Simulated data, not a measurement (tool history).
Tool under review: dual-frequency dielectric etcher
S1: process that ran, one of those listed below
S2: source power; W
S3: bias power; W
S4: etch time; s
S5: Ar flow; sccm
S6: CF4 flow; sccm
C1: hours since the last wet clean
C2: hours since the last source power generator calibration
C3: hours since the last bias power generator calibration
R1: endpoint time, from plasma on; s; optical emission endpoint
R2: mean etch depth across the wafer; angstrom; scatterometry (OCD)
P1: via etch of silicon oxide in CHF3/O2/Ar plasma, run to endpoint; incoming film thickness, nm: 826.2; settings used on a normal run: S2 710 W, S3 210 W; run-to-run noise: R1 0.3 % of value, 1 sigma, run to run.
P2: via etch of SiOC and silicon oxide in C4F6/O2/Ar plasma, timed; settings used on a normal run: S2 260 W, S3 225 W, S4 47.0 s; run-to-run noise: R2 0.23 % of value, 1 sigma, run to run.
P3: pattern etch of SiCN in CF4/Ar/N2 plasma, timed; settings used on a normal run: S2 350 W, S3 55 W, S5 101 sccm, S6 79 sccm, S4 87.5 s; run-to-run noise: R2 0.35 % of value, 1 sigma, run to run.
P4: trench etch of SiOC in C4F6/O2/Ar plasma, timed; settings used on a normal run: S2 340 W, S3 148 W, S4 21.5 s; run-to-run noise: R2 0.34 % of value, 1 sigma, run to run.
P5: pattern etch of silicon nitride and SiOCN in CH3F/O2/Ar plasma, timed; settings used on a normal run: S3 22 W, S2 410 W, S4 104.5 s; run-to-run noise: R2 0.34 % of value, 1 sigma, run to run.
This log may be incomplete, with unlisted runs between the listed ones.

Run 1, hour 6.7: S1 P1, S2 710 W, S3 210 W; C1 50.2; C2 1539.2; C3 2222.2. Result: R1 372.74 s.
Run 2, hour 12.7: S1 P4, S2 220 W, S3 148 W, S4 21.5 s; C1 56.2; C2 1545.2; C3 2228.2. Result: R2 327.670 angstrom.
Run 3, hour 18.5: S1 P5, S2 410 W, S3 16 W, S4 104.5 s; C1 62.0; C2 1551.0; C3 2234.0. Result: R2 123.160 angstrom.
Run 4, hour 24.8: S1 P5, S2 410 W, S3 22 W, S4 104.5 s; C1 68.3; C2 1557.3; C3 2240.3. Result: R2 140.940 angstrom.
Run 5, hour 28.0: S1 P1, S2 710 W, S3 253 W; C1 71.5; C2 1560.5; C3 2243.5. Result: R1 348.41 s.
Run 6, hour 33.3: S1 P1, S2 920 W, S3 210 W; C1 76.8; C2 1565.8; C3 2248.8. Result: R1 335.72 s.
Run 7, hour 37.5: S1 P5, S2 300 W, S3 22 W, S4 104.5 s; C1 81.0; C2 1570.0; C3 2253.0. Result: R2 125.850 angstrom.
Run 8, hour 42.6: S1 P1, S2 710 W, S3 210 W; C1 86.1; C2 1575.1; C3 2258.1. Result: R1 370.88 s.
Run 9, hour 47.4: S1 P4, S2 340 W, S3 186 W, S4 21.5 s; C1 90.9; C2 1579.9; C3 2262.9. Result: R2 416.690 angstrom.
Run 10, hour 54.0: S1 P1, S2 520 W, S3 210 W; C1 97.5; C2 1586.5; C3 2269.5. Result: R1 416.81 s.
Run 11, hour 60.8: S1 P4, S2 340 W, S3 148 W, S4 21.5 s; C1 104.3; C2 1593.3; C3 2276.3. Result: R2 387.030 angstrom.
Run 12, hour 67.5: S1 P3, S2 350 W, S3 55 W, S4 87.5 s, S5 101 sccm, S6 79 sccm; C1 111.0; C2 1600.0; C3 2283.0. Result: R2 564.840 angstrom.
Run 13, hour 71.2: S1 P3, S2 440 W, S3 55 W, S4 87.5 s, S5 101 sccm, S6 79 sccm; C1 114.7; C2 1603.7; C3 2286.7. Result: R2 689.240 angstrom.
Run 14, hour 77.3: S1 P3, S2 350 W, S3 55 W, S4 87.5 s, S5 76 sccm, S6 79 sccm; C1 120.8; C2 1609.8; C3 2292.8. Result: R2 590.310 angstrom.
Run 15, hour 80.6: S1 P1, S2 970 W, S3 246 W; C1 124.1; C2 1613.1; C3 2296.1. Result: R1 311.82 s.
Run 16, hour 87.4: S1 P3, S2 350 W, S3 37 W, S4 87.5 s, S5 101 sccm, S6 79 sccm; C1 130.9; C2 1619.9; C3 2302.9. Result: R2 497.790 angstrom.
Run 17, hour 92.6: S1 P2, S2 260 W, S3 225 W, S4 47.0 s; C1 136.1; C2 1625.1; C3 2308.1. Result: R2 476.350 angstrom.
Run 18, hour 95.7: S1 P5, S2 410 W, S3 22 W, S4 57.5 s; C1 139.2; C2 1628.2; C3 2311.2. Result: R2 77.801 angstrom.
Run 19, hour 99.2: S1 P3, S2 350 W, S3 55 W, S4 114.0 s, S5 101 sccm, S6 79 sccm; C1 142.7; C2 1631.7; C3 2314.7. Result: R2 732.030 angstrom.
Run 20, hour 105.2: S1 P2, S2 260 W, S3 144 W, S4 47.0 s; C1 148.7; C2 1637.7; C3 2320.7. Result: R2 412.160 angstrom.
Run 21, hour 111.4: S1 P1, S2 710 W, S3 158 W; C1 154.9; C2 1643.9; C3 2326.9. Result: R1 407.42 s.
Run 22, hour 114.4: S1 P3, S2 350 W, S3 55 W, S4 87.5 s, S5 101 sccm, S6 52 sccm; C1 157.9; C2 1646.9; C3 2329.9. Result: R2 527.330 angstrom.
Run 23, hour 120.4: S1 P1, S2 710 W, S3 210 W; C1 163.9; C2 1652.9; C3 2335.9. Result: R1 372.56 s.
Run 24, hour 126.3: S1 P2, S2 300 W, S3 225 W, S4 47.0 s; C1 169.8; C2 1658.8; C3 2341.8. Result: R2 503.320 angstrom.
Run 25, hour 132.1: S1 P1, S2 710 W, S3 210 W; C1 175.6; C2 1664.6; C3 2347.6. Result: R1 372.01 s.
At hour 134.5: bias power generator calibrated.
Run 26, hour 137.6: S1 P4, S2 340 W, S3 148 W, S4 13.5 s; C1 181.1; C2 1670.1; C3 3.2. Result: R2 243.690 angstrom.
Run 27, hour 143.2: S1 P5, S2 410 W, S3 22 W, S4 104.5 s; C1 186.7; C2 1675.7; C3 8.8. Result: R2 142.390 angstrom.
Run 28, hour 146.5: S1 P2, S2 260 W, S3 225 W, S4 65.0 s; C1 190.0; C2 1679.0; C3 12.1. Result: R2 658.350 angstrom.
Run 29, hour 152.2: S1 P1, S2 710 W, S3 210 W; C1 195.7; C2 1684.7; C3 17.8. Result: R1 371.90 s.
Run 30, hour 156.0: S1 P1, S2 710 W, S3 210 W; C1 199.5; C2 1688.5; C3 21.6. Result: R1 366.95 s.

For run 31, what comes out?
Run 31, hour 159.2: S1 P1, S2 710 W, S3 210 W; C1 202.7; C2 1691.7; C3 24.8. Result: R1 ?.

R1: 367.98 s

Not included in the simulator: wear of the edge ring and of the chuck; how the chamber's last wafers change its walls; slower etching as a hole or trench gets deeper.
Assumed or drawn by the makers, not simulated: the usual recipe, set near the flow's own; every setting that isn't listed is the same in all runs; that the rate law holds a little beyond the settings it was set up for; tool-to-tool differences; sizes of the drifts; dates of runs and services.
